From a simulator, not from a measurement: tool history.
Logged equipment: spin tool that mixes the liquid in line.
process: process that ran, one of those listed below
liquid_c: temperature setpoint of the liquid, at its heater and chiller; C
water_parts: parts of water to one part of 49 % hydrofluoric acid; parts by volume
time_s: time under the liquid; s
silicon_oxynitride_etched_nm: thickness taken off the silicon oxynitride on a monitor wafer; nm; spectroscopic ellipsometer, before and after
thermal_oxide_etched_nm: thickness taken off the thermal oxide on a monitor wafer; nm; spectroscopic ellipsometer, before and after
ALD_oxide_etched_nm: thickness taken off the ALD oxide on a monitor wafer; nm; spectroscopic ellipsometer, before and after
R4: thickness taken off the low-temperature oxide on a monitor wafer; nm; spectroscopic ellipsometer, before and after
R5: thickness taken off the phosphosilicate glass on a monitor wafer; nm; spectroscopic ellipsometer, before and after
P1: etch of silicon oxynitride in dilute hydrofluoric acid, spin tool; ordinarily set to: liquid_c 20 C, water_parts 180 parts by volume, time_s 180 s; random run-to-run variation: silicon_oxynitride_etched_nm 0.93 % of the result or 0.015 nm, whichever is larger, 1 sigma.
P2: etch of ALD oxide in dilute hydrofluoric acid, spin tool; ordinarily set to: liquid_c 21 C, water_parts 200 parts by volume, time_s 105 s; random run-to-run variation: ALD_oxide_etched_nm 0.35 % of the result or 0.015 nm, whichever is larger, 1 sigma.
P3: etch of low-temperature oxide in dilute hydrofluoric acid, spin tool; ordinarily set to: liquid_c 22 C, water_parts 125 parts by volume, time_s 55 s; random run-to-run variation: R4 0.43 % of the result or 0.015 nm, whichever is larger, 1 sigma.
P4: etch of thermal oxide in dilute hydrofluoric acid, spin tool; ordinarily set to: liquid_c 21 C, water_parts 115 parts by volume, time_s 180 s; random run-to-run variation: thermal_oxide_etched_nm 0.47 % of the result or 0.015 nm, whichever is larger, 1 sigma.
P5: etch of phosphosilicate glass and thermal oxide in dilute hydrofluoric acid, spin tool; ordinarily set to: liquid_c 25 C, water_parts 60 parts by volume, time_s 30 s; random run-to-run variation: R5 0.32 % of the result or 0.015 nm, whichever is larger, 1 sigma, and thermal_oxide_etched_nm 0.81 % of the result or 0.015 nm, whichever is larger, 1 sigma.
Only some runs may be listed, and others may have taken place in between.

Run 1, hour 7.5: process P1, liquid_c 20 C, water_parts 180 parts by volume, time_s 180 s. Result: silicon_oxynitride_etched_nm 2.3296 nm.
Run 2, hour 12.9: process P4, liquid_c 21 C, water_parts 115 parts by volume, time_s 320 s. Result: thermal_oxide_etched_nm 10.85 nm.
Run 3, hour 20.2: process P4, liquid_c 21 C, water_parts 115 parts by volume, time_s 180 s. Result: thermal_oxide_etched_nm 6.1271 nm.
Run 4, hour 30.2: process P1, liquid_c 20 C, water_parts 180 parts by volume, time_s 180 s. Result: silicon_oxynitride_etched_nm 2.2285 nm.
Run 5, hour 37.4: process P2, liquid_c 21 C, water_parts 295 parts by volume, time_s 105 s. Result: ALD_oxide_etched_nm 5.0603 nm.
Run 6, hour 45.5: process P1, liquid_c 24 C, water_parts 180 parts by volume, time_s 15 s. Result: silicon_oxynitride_etched_nm 0.22398 nm.
Run 7, hour 51: process P1, liquid_c 17 C, water_parts 305 parts by volume, time_s 180 s. Result: silicon_oxynitride_etched_nm 1.1038 nm.
Run 8, hour 60.2: process P1, liquid_c 20 C, water_parts 65 parts by volume, time_s 180 s. Result: silicon_oxynitride_etched_nm 6.8135 nm.
Run 9, hour 64.8: process P1, liquid_c 25 C, water_parts 180 parts by volume, time_s 180 s. Result: silicon_oxynitride_etched_nm 2.8858 nm.
Run 10, hour 70.6: process P4, liquid_c 17 C, water_parts 115 parts by volume, time_s 180 s. Result: thermal_oxide_etched_nm 5.2287 nm.
Run 11, hour 80.5: process P1, liquid_c 17 C, water_parts 180 parts by volume, time_s 180 s. Result: silicon_oxynitride_etched_nm 1.9419 nm.
Run 12, hour 89.3: process P1, liquid_c 20 C, water_parts 180 parts by volume, time_s 180 s. Result: silicon_oxynitride_etched_nm 2.267 nm.
Run 13, hour 97.4: process P3, liquid_c 18 C, water_parts 125 parts by volume, time_s 55 s. Result: R4 8.523 nm.
Run 14, hour 104.6: process P1, liquid_c 20 C, water_parts 180 parts by volume, time_s 180 s. Result: silicon_oxynitride_etched_nm 2.2949 nm.
Run 15, hour 113.7: process P2, liquid_c 21 C, water_parts 200 parts by volume, time_s 50 s. Result: ALD_oxide_etched_nm 3.9044 nm.
Run 16, hour 121.8: process P5, liquid_c 25 C, water_parts 60 parts by volume, time_s 30 s. Result: thermal_oxide_etched_nm 2.5448 nm, R5 69.659 nm.
Run 17, hour 130.5: process P2, liquid_c 21 C, water_parts 200 parts by volume, time_s 105 s. Result: ALD_oxide_etched_nm 8.2275 nm.
Run 18, hour 140.8: process P2, liquid_c 21 C, water_parts 200 parts by volume, time_s 105 s. Result: ALD_oxide_etched_nm 8.2149 nm.
Run 19, hour 146: process P3, liquid_c 22 C, water_parts 30 parts by volume, time_s 55 s. Result: R4 47.057 nm.
Run 20, hour 156.1: process P5, liquid_c 33.5 C, water_parts 60 parts by volume, time_s 30 s. Result: thermal_oxide_etched_nm 3.5912 nm, R5 96.958 nm.
Run 21, hour 162.5: process P5, liquid_c 25 C, water_parts 25 parts by volume, time_s 30 s. Result: thermal_oxide_etched_nm 6.4143 nm, R5 175.42 nm.
Run 22, hour 172.7: process P1, liquid_c 20 C, water_parts 180 parts by volume, time_s 345 s. Result: silicon_oxynitride_etched_nm 4.3115 nm.
Run 23, hour 181.7: process P1, liquid_c 20 C, water_parts 325 parts by volume, time_s 180 s. Result: silicon_oxynitride_etched_nm 1.1897 nm.
Run 24, hour 186.9: process P1, liquid_c 20 C, water_parts 180 parts by volume, time_s 25 s. Result: silicon_oxynitride_etched_nm 0.28693 nm.
Run 25, hour 196.7: process P4, liquid_c 21 C, water_parts 55 parts by volume, time_s 180 s. Result: thermal_oxide_etched_nm 13.7 nm.
Run 26, hour 201.6: process P5, liquid_c 25 C, water_parts 60 parts by volume, time_s 30 s. Result: thermal_oxide_etched_nm 2.5259 nm, R5 69.633 nm.
Run 27, hour 211.4: process P5, liquid_c 25 C, water_parts 60 parts by volume, time_s 15 s. Result: thermal_oxide_etched_nm 1.2907 nm, R5 34.719 nm.
Run 28, hour 220.9: process P3, liquid_c 22 C, water_parts 125 parts by volume, time_s 55 s. Result: R4 10.094 nm.
Run 29, hour 227.8: process P1, liquid_c 20 C, water_parts 180 parts by volume, time_s 180 s. Result: silicon_oxynitride_etched_nm 2.3249 nm.
Run 30, hour 236.1: process P3, liquid_c 22 C, water_parts 125 parts by volume, time_s 90 s. Result: R4 16.624 nm.
Run 31, hour 243.2: process P2, liquid_c 28 C, water_parts 200 parts by volume, time_s 105 s. Result: ALD_oxide_etched_nm 10.656 nm.
Run 32, hour 250.6: process P1, liquid_c 20 C, water_parts 180 parts by volume, time_s 180 s. Result: silicon_oxynitride_etched_nm 2.282 nm.
Run 33, hour 257: process P1, liquid_c 20 C, water_parts 180 parts by volume, time_s 180 s. Result: silicon_oxynitride_etched_nm 2.3411 nm.
Run 34, hour 264.1: process P1, liquid_c 20 C, water_parts 180 parts by volume, time_s 180 s. Result: silicon_oxynitride_etched_nm 2.4136 nm.
Run 35, hour 270.7: process P1, liquid_c 20 C, water_parts 180 parts by volume, time_s 180 s. Result: silicon_oxynitride_etched_nm 2.4404 nm.
Run 36, hour 278.1: process P1, liquid_c 20 C, water_parts 180 parts by volume, time_s 180 s. Result: silicon_oxynitride_etched_nm 2.4476 nm.
Run 37, hour 288: process P1, liquid_c 20 C, water_parts 180 parts by volume, time_s 180 s. Result: silicon_oxynitride_etched_nm 2.5107 nm.
Run 38, hour 296.9: process P1, liquid_c 20 C, water_parts 180 parts by volume, time_s 180 s. Result: silicon_oxynitride_etched_nm 2.4974 nm.
Run 39, hour 306.2: process P1, liquid_c 20 C, water_parts 180 parts by volume, time_s 180 s. Result: silicon_oxynitride_etched_nm 2.5127 nm.
Run 40, hour 313.8: process P1, liquid_c 20 C, water_parts 180 parts by volume, time_s 180 s. Result: silicon_oxynitride_etched_nm 2.483 nm.
Run 41, hour 319.9: process P1, liquid_c 20 C, water_parts 180 parts by volume, time_s 180 s. Result: silicon_oxynitride_etched_nm 2.5195 nm.
Run 42, hour 330.2: process P1, liquid_c 20 C, water_parts 180 parts by volume, time_s 180 s. Result: silicon_oxynitride_etched_nm 2.4581 nm.

P1 has crept away from where it was. The log is fitted equally well by each of these 2 causes, at the sizes shown:
A: hydrofluoric acid flow above the setpoint (%) = 8.78
B: liquid hotter than its thermometer reads (K) = 2.03
Onset of the creep was near hour 250.6.

Question marks stand in for the results of the 4 check runs listed below, each run on one wafer. Under which run would the listed causes show clearly different results?
Run check 1, hour 340.5: process P2, liquid_c 27.5 C, water_parts 200 parts by volume, time_s 105 s. Result: ALD_oxide_etched_nm ?.
Run check 2, hour 340.5: process P4, liquid_c 17 C, water_parts 65 parts by volume, time_s 180 s. Result: thermal_oxide_etched_nm ?.
Run check 3, hour 340.5: process P3, liquid_c 19 C, water_parts 55 parts by volume, time_s 55 s. Result: R4 ?.
Run check 4, hour 340.5: process P5, liquid_c 25 C, water_parts 35 parts by volume, time_s 30 s. Result: thermal_oxide_etched_nm ?, R5 ?.

Predicted outcomes, by check and by cause:
  check                   result    if A    if B
check 1      ALD_oxide_etched_nm  11.617  11.254
check 2  thermal_oxide_etched_nm  10.645  10.611
check 3                       R4  24.001  23.919
check 4  thermal_oxide_etched_nm  4.9368  4.9142
check 4                       R5   134.6  133.98
Smallest distance between any two causes, each pair judged by its most separating result, in per cent: check 1 3.17 %; check 2 0.33 %; check 3 0.34 %; check 4 0.46 %
Only in check 1 would the causes give clearly different results; in the remaining checks their results would be nearly the same.

Here is what check 1 returned: ALD_oxide_etched_nm 11.629 nm. Which cause is it?

A is the cause: hydrofluoric acid flow above the setpoint (%).
